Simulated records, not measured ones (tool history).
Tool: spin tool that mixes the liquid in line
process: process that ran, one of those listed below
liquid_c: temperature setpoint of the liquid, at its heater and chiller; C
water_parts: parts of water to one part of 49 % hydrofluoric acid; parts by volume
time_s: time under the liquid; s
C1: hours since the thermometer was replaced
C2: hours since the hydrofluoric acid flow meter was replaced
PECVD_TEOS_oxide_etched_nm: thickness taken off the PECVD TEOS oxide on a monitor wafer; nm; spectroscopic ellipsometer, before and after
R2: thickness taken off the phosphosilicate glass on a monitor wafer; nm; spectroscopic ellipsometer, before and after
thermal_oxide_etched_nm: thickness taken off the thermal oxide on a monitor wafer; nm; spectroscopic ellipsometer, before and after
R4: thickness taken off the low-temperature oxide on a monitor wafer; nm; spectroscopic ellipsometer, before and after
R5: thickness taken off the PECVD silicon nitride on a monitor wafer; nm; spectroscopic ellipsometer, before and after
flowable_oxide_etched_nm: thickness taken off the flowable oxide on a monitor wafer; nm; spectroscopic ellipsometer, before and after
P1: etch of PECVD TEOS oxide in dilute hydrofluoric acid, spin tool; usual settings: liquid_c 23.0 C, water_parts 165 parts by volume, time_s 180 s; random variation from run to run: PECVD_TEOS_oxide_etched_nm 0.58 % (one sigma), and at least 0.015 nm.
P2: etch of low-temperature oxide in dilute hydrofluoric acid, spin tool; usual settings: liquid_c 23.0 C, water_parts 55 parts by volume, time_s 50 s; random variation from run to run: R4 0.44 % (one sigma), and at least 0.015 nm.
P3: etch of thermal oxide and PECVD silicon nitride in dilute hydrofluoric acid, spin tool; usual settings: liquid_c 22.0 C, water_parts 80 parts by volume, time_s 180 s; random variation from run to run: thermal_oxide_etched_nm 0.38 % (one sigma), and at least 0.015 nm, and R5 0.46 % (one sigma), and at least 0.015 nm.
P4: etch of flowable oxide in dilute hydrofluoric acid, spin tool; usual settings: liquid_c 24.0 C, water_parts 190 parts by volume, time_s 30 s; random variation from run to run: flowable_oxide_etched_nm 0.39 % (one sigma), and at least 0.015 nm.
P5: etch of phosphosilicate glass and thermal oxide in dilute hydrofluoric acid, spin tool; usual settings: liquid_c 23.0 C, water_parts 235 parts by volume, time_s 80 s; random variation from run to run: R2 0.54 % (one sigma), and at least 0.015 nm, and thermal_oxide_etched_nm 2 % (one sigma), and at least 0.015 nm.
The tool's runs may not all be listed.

{"run": 1, "hour": 10.6, "process": "P1", "liquid_c": 23.0, "water_parts": 165, "time_s": 180, "C1": 453.1, "C2": 1170.5, "PECVD_TEOS_oxide_etched_nm": 8.4493}
{"run": 2, "hour": 22.2, "process": "P5", "liquid_c": 18.0, "water_parts": 235, "time_s": 80, "C1": 464.7, "C2": 1182.1, "R2": 16.146, "thermal_oxide_etched_nm": 1.0856}
{"run": 3, "hour": 31.1, "process": "P2", "liquid_c": 27.5, "water_parts": 55, "time_s": 50, "C1": 473.6, "C2": 1191.0, "R4": 25.338}
{"run": 4, "hour": 44.4, "process": "P3", "liquid_c": 22.0, "water_parts": 80, "time_s": 180, "C1": 486.9, "C2": 1204.3, "thermal_oxide_etched_nm": 9.9001, "R5": 9.6316}
{"run": 5, "hour": 57.5, "process": "P4", "liquid_c": 29.5, "water_parts": 190, "time_s": 30, "C1": 500.0, "C2": 1217.4, "flowable_oxide_etched_nm": 12.139}
{"run": 6, "hour": 64.0, "process": "P4", "liquid_c": 24.0, "water_parts": 190, "time_s": 30, "C1": 506.5, "C2": 1223.9, "flowable_oxide_etched_nm": 9.8598}
{"run": 7, "hour": 77.0, "process": "P5", "liquid_c": 23.0, "water_parts": 235, "time_s": 80, "C1": 519.5, "C2": 1236.9, "R2": 19.83, "thermal_oxide_etched_nm": 1.3141}
{"run": 8, "hour": 85.1, "process": "P1", "liquid_c": 23.0, "water_parts": 165, "time_s": 180, "C1": 527.6, "C2": 1245.0, "PECVD_TEOS_oxide_etched_nm": 8.5287}
{"run": 9, "hour": 91.9, "process": "P1", "liquid_c": 23.0, "water_parts": 165, "time_s": 325, "C1": 534.4, "C2": 1251.8, "PECVD_TEOS_oxide_etched_nm": 15.497}
{"hour": 98.2, "done": "hydrofluoric acid flow meter replaced"}
{"run": 10, "hour": 98.4, "process": "P1", "liquid_c": 23.0, "water_parts": 295, "time_s": 180, "C1": 540.9, "C2": 0.2, "PECVD_TEOS_oxide_etched_nm": 4.1738}
{"run": 11, "hour": 105.0, "process": "P1", "liquid_c": 23.0, "water_parts": 165, "time_s": 25, "C1": 547.5, "C2": 6.8, "PECVD_TEOS_oxide_etched_nm": 1.1941}
{"run": 12, "hour": 118.6, "process": "P3", "liquid_c": 22.0, "water_parts": 80, "time_s": 40, "C1": 561.1, "C2": 20.4, "thermal_oxide_etched_nm": 2.2438, "R5": 2.1255}
{"run": 13, "hour": 128.8, "process": "P5", "liquid_c": 23.0, "water_parts": 235, "time_s": 15, "C1": 571.3, "C2": 30.6, "R2": 3.7177, "thermal_oxide_etched_nm": 0.2506}
{"run": 14, "hour": 137.1, "process": "P1", "liquid_c": 23.0, "water_parts": 165, "time_s": 180, "C1": 579.6, "C2": 38.9, "PECVD_TEOS_oxide_etched_nm": 8.4663}
{"run": 15, "hour": 148.6, "process": "P1", "liquid_c": 23.0, "water_parts": 105, "time_s": 40, "C1": 591.1, "C2": 50.4, "PECVD_TEOS_oxide_etched_nm": 3.1962}
{"run": 16, "hour": 156.5, "process": "P4", "liquid_c": 24.0, "water_parts": 190, "time_s": 65, "C1": 599.0, "C2": 58.3, "flowable_oxide_etched_nm": 21.424}
{"run": 17, "hour": 162.5, "process": "P5", "liquid_c": 23.0, "water_parts": 365, "time_s": 80, "C1": 605.0, "C2": 64.3, "R2": 11.27, "thermal_oxide_etched_nm": 0.75473}
{"run": 18, "hour": 171.5, "process": "P1", "liquid_c": 23.0, "water_parts": 165, "time_s": 180, "C1": 614.0, "C2": 73.3, "PECVD_TEOS_oxide_etched_nm": 8.4202}
{"run": 19, "hour": 183.6, "process": "P1", "liquid_c": 23.0, "water_parts": 165, "time_s": 180, "C1": 626.1, "C2": 85.4, "PECVD_TEOS_oxide_etched_nm": 8.4451}
{"run": 20, "hour": 194.5, "process": "P2", "liquid_c": 23.0, "water_parts": 90, "time_s": 50, "C1": 637.0, "C2": 96.3, "R4": 12.324}
{"run": 21, "hour": 204.8, "process": "P1", "liquid_c": 29.5, "water_parts": 165, "time_s": 180, "C1": 647.3, "C2": 106.6, "PECVD_TEOS_oxide_etched_nm": 10.925}
{"run": 22, "hour": 218.0, "process": "P2", "liquid_c": 23.0, "water_parts": 55, "time_s": 50, "C1": 660.5, "C2": 119.8, "R4": 21.035}
{"run": 23, "hour": 231.1, "process": "P2", "liquid_c": 23.0, "water_parts": 55, "time_s": 85, "C1": 673.6, "C2": 132.9, "R4": 35.677}
{"run": 24, "hour": 237.9, "process": "P3", "liquid_c": 22.0, "water_parts": 125, "time_s": 180, "C1": 680.4, "C2": 139.7, "thermal_oxide_etched_nm": 5.9806, "R5": 6.2244}
{"run": 25, "hour": 251.2, "process": "P1", "liquid_c": 17.0, "water_parts": 165, "time_s": 180, "C1": 693.7, "C2": 153.0, "PECVD_TEOS_oxide_etched_nm": 6.7298}
{"run": 26, "hour": 258.2, "process": "P5", "liquid_c": 23.0, "water_parts": 235, "time_s": 80, "C1": 700.7, "C2": 160.0, "R2": 19.864, "thermal_oxide_etched_nm": 1.2989}
{"run": 27, "hour": 271.3, "process": "P1", "liquid_c": 23.0, "water_parts": 60, "time_s": 180, "C1": 713.8, "C2": 173.1, "PECVD_TEOS_oxide_etched_nm": 26.431}
{"run": 28, "hour": 280.5, "process": "P4", "liquid_c": 24.0, "water_parts": 120, "time_s": 30, "C1": 723.0, "C2": 182.3, "flowable_oxide_etched_nm": 17.041}
{"run": 29, "hour": 290.5, "process": "P3", "liquid_c": 22.0, "water_parts": 80, "time_s": 180, "C1": 733.0, "C2": 192.3, "thermal_oxide_etched_nm": 9.855, "R5": 9.5896}
{"run": 30, "hour": 302.9, "process": "P1", "liquid_c": 23.0, "water_parts": 165, "time_s": 180, "C1": 745.4, "C2": 204.7, "PECVD_TEOS_oxide_etched_nm": 8.4464}
{"run": 31, "hour": 313.4, "process": "P3", "liquid_c": 17.0, "water_parts": 80, "time_s": 180, "C1": 755.9, "C2": 215.2, "thermal_oxide_etched_nm": 8.007, "R5": 6.7729}
{"run": 32, "hour": 321.5, "process": "P1", "liquid_c": 23.0, "water_parts": 165, "time_s": 180, "C1": 764.0, "C2": 223.3, "PECVD_TEOS_oxide_etched_nm": 8.4762}
{"run": 33, "hour": 329.7, "process": "P1", "liquid_c": 23.0, "water_parts": 165, "time_s": 180, "C1": 772.2, "C2": 231.5, "PECVD_TEOS_oxide_etched_nm": 8.3688}
{"run": 34, "hour": 342.0, "process": "P1", "liquid_c": 23.0, "water_parts": 165, "time_s": 180, "C1": 784.5, "C2": 243.8, "PECVD_TEOS_oxide_etched_nm": 8.1333}
{"run": 35, "hour": 351.1, "process": "P1", "liquid_c": 23.0, "water_parts": 165, "time_s": 180, "C1": 793.6, "C2": 252.9, "PECVD_TEOS_oxide_etched_nm": 8.155}
{"run": 36, "hour": 363.5, "process": "P1", "liquid_c": 23.0, "water_parts": 165, "time_s": 180, "C1": 806.0, "C2": 265.3, "PECVD_TEOS_oxide_etched_nm": 8.0306}

The next listed run, before its measurement:
{"run": 37, "hour": 372.7, "process": "P1", "liquid_c": 23.0, "water_parts": 165, "time_s": 180, "C1": 815.2, "C2": 274.5, "PECVD_TEOS_oxide_etched_nm": "?"}

Run 37 gave PECVD_TEOS_oxide_etched_nm 8.1436 nm.
